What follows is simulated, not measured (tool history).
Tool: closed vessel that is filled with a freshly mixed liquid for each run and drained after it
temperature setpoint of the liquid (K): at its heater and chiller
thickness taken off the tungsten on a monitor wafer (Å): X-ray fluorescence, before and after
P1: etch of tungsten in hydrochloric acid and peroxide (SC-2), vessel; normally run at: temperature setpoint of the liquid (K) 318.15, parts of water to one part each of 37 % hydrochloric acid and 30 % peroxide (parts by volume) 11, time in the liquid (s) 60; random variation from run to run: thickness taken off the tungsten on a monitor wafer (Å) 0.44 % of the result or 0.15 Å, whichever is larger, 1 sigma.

run,hour,temperature setpoint of the liquid (K),parts of water to one part each of 37 % hydrochloric acid and 30 % peroxide (parts by volume),time in the liquid (s),thickness taken off the tungsten on a monitor wafer (Å)
1,7.2,318.15,11,60,85.1
2,18.8,318.15,11,30,43.176
3,27,318.15,11,60,85.182
4,37.2,330.65,11,60,195.21
5,44.1,318.15,11,60,85.217
6,53.5,332.65,11,30,110.89
7,62.5,318.15,11,60,85.02
8,72.4,318.15,11,120,169.89
9,78.9,318.15,18,60,55.789
10,87.4,309.65,11,60,46.863
# hour 87.7: new drum of peroxide connected
11,98.5,318.15,11,60,85.195
12,109.3,318.15,4,60,184.48
13,117.7,318.15,11,60,84.946
14,129.8,318.15,11,60,90.321
15,137.4,318.15,11,60,91.822
16,149.8,318.15,11,60,92.95
17,157.3,318.15,11,60,93.19
18,165.1,318.15,11,60,93.273
19,176.7,318.15,11,60,93.61

What P1 gives has crept away from where it was. These 2 causes fit the log equally well, each at the size given:
A: liquid hotter than its thermometer reads (K) = 1.34
B: chemicals flow above the setpoint (%) = 11.5
The creep began at about hour 117.7.
Why every other cause is out:
peroxide weaker than its label (%): at most 8, which would move thickness taken off the tungsten on a monitor wafer (Å) by -7.4 %: too little, or the wrong way

4 check runs are offered, each on 3 wafers whose results are averaged, their results left as question marks. Which one tells the causes apart?
check 1,188.3,325.15,11,40,?
check 2,188.3,318.15,16.5,60,?
check 3,188.3,318.15,4,35,?
check 4,188.3,318.15,11,40,?

What each check would give under each cause:
check,result,if A,if B
check 1,thickness taken off the tungsten on a monitor wafer (Å),99.504,99.85
check 2,thickness taken off the tungsten on a monitor wafer (Å),65.732,66.043
check 3,thickness taken off the tungsten on a monitor wafer (Å),118.23,115.83
check 4,thickness taken off the tungsten on a monitor wafer (Å),62.362,62.334
How far apart the two closest causes lie, in the result that separates them most: check 1 0.35 %; check 2 0.47 %; check 3 2.05 %; check 4 0.04 %
Check 3 tells the causes apart: in the others they would give nearly the same result.

Then check 3 was run and gave: thickness taken off the tungsten on a monitor wafer (Å) 118.64. Which cause is it?

It is A: liquid hotter than its thermometer reads (K).

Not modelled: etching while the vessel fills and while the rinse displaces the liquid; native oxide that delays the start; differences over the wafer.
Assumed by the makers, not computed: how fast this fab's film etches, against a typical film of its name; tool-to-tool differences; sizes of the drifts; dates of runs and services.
